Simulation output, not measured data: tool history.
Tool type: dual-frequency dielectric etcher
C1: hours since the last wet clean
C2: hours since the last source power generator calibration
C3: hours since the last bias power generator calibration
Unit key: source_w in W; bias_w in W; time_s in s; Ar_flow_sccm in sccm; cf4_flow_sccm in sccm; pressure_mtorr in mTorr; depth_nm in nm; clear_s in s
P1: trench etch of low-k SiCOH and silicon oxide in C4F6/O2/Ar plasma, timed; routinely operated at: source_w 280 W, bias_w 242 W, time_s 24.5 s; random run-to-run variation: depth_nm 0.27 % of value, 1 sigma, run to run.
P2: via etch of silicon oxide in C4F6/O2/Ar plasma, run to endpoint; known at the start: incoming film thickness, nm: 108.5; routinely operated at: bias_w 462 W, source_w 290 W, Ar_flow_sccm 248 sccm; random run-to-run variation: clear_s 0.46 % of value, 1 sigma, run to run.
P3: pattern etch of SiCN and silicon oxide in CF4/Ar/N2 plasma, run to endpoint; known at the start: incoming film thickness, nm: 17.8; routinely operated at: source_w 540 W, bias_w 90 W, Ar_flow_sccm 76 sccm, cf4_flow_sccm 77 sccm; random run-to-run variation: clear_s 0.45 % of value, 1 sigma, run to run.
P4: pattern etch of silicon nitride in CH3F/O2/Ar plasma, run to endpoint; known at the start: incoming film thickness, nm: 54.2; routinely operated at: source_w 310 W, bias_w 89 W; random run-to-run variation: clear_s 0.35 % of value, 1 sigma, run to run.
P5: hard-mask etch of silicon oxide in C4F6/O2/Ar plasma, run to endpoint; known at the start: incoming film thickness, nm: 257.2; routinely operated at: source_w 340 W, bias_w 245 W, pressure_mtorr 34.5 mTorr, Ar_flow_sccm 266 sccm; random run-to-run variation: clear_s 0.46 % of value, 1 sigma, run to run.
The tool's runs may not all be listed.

Run 1, day 0.325: process P1, source_w 280 W, bias_w 242 W, time_s 24.5 s; C1 473.4; C2 2523.8; C3 2511.5. Result: depth_nm 75.278 nm.
Run 2, day 0.783: process P2, source_w 290 W, bias_w 462 W, Ar_flow_sccm 343 sccm; C1 484.4; C2 2534.8; C3 2522.5. Result: clear_s 27.935 s.
Run 3, day 1.088: process P3, source_w 760 W, bias_w 90 W, Ar_flow_sccm 76 sccm, cf4_flow_sccm 77 sccm; C1 491.7; C2 2542.1; C3 2529.8. Result: clear_s 11.159 s.
Run 4, day 1.492: process P1, source_w 280 W, bias_w 242 W, time_s 24.5 s; C1 501.4; C2 2551.8; C3 2539.5. Result: depth_nm 75.260 nm.
Run 5, day 1.767: process P3, source_w 540 W, bias_w 113 W, Ar_flow_sccm 76 sccm, cf4_flow_sccm 77 sccm; C1 508.0; C2 2558.4; C3 2546.1. Result: clear_s 13.949 s.
Run 6, day 2.108: process P4, source_w 310 W, bias_w 89 W; C1 516.2; C2 2566.6; C3 2554.3. Result: clear_s 78.764 s.
Run 7, day 2.412: process P1, source_w 280 W, bias_w 242 W, time_s 24.5 s; C1 523.5; C2 2573.9; C3 2561.6. Result: depth_nm 75.670 nm.
Run 8, day 2.933: process P5, source_w 340 W, bias_w 245 W, Ar_flow_sccm 342 sccm, pressure_mtorr 34.5 mTorr; C1 536.0; C2 2586.4; C3 2574.1. Result: clear_s 79.224 s.
Run 9, day 3.433: process P3, source_w 540 W, bias_w 90 W, Ar_flow_sccm 76 sccm, cf4_flow_sccm 93 sccm; C1 548.0; C2 2598.4; C3 2586.1. Result: clear_s 14.777 s.
Run 10, day 3.946: process P2, source_w 370 W, bias_w 462 W, Ar_flow_sccm 248 sccm; C1 560.3; C2 2610.7; C3 2598.4. Result: clear_s 24.501 s.
Run 11, day 4.512: process P4, source_w 440 W, bias_w 89 W; C1 573.9; C2 2624.3; C3 2612.0. Result: clear_s 69.518 s.
Run 12, day 4.788: process P1, source_w 380 W, bias_w 242 W, time_s 24.5 s; C1 580.5; C2 2630.9; C3 2618.6. Result: depth_nm 84.834 nm.
Run 13, day 5.300: process P1, source_w 170 W, bias_w 242 W, time_s 24.5 s; C1 592.8; C2 2643.2; C3 2630.9. Result: depth_nm 62.071 nm.
Run 14, day 5.588: process P1, source_w 390 W, bias_w 190 W, time_s 24.5 s; C1 599.7; C2 2650.1; C3 2637.8. Result: depth_nm 79.088 nm.
Run 15, day 6.046: process P5, source_w 340 W, bias_w 245 W, Ar_flow_sccm 266 sccm, pressure_mtorr 43.0 mTorr; C1 610.7; C2 2661.1; C3 2648.8. Result: clear_s 79.838 s.
Run 16, day 6.342: process P1, source_w 280 W, bias_w 149 W, time_s 24.5 s; C1 617.8; C2 2668.2; C3 2655.9. Result: depth_nm 64.346 nm.
Run 17, day 6.667: process P1, source_w 280 W, bias_w 296 W, time_s 24.5 s; C1 625.6; C2 2676.0; C3 2663.7. Result: depth_nm 80.592 nm.
At day 6.883: source power generator calibrated.
Run 18, day 7.146: process P2, source_w 290 W, bias_w 319 W, Ar_flow_sccm 248 sccm; C1 637.1; C2 6.4; C3 2675.2. Result: clear_s 30.803 s.
Run 19, day 7.579: process P1, source_w 220 W, bias_w 185 W, time_s 24.5 s; C1 647.5; C2 16.8; C3 2685.6. Result: depth_nm 62.521 nm.
Run 20, day 7.858: process P1, source_w 280 W, bias_w 242 W, time_s 24.5 s; C1 654.2; C2 23.5; C3 2692.3. Result: depth_nm 75.075 nm.
Run 21, day 8.312: process P1, source_w 280 W, bias_w 242 W, time_s 13.5 s; C1 665.1; C2 34.4; C3 2703.2. Result: depth_nm 41.486 nm.
Run 22, day 8.792: process P2, source_w 290 W, bias_w 462 W, Ar_flow_sccm 248 sccm; C1 676.6; C2 45.9; C3 2714.7. Result: clear_s 26.850 s.
Run 23, day 9.067: process P3, source_w 540 W, bias_w 90 W, Ar_flow_sccm 45 sccm, cf4_flow_sccm 77 sccm; C1 683.2; C2 52.5; C3 2721.3. Result: clear_s 14.096 s.
Run 24, day 9.538: process P4, source_w 310 W, bias_w 116 W; C1 694.5; C2 63.8; C3 2732.6. Result: clear_s 71.255 s.
Run 25, day 9.971: process P1, source_w 280 W, bias_w 242 W, time_s 36.0 s; C1 704.9; C2 74.2; C3 2743.0. Result: depth_nm 110.890 nm.
Run 26, day 10.504: process P1, source_w 280 W, bias_w 242 W, time_s 24.5 s; C1 717.7; C2 87.0; C3 2755.8. Result: depth_nm 75.103 nm.
Run 27, day 11.071: process P5, source_w 340 W, bias_w 245 W, Ar_flow_sccm 266 sccm, pressure_mtorr 34.5 mTorr; C1 731.3; C2 100.6; C3 2769.4. Result: clear_s 77.301 s.
Run 28, day 11.479: process P3, source_w 540 W, bias_w 90 W, Ar_flow_sccm 76 sccm, cf4_flow_sccm 77 sccm; C1 741.1; C2 110.4; C3 2779.2. Result: clear_s 15.143 s.
Run 29, day 11.917: process P3, source_w 540 W, bias_w 90 W, Ar_flow_sccm 76 sccm, cf4_flow_sccm 77 sccm; C1 751.6; C2 120.9; C3 2789.7. Result: clear_s 15.064 s.
Run 30, day 12.225: process P5, source_w 410 W, bias_w 245 W, Ar_flow_sccm 266 sccm, pressure_mtorr 34.5 mTorr; C1 759.0; C2 128.3; C3 2797.1. Result: clear_s 72.444 s.
Run 31, day 12.754: process P5, source_w 340 W, bias_w 245 W, Ar_flow_sccm 266 sccm, pressure_mtorr 34.5 mTorr; C1 771.7; C2 141.0; C3 2809.8. Result: clear_s 77.536 s.

Run 32 is up next; what results do you expect?
Run 32, day 13.312: process P5, source_w 340 W, bias_w 319 W, Ar_flow_sccm 266 sccm, pressure_mtorr 34.5 mTorr; C1 785.1; C2 154.4; C3 2823.2. Result: clear_s ?.

Run 32 gave clear_s 70.213 s.

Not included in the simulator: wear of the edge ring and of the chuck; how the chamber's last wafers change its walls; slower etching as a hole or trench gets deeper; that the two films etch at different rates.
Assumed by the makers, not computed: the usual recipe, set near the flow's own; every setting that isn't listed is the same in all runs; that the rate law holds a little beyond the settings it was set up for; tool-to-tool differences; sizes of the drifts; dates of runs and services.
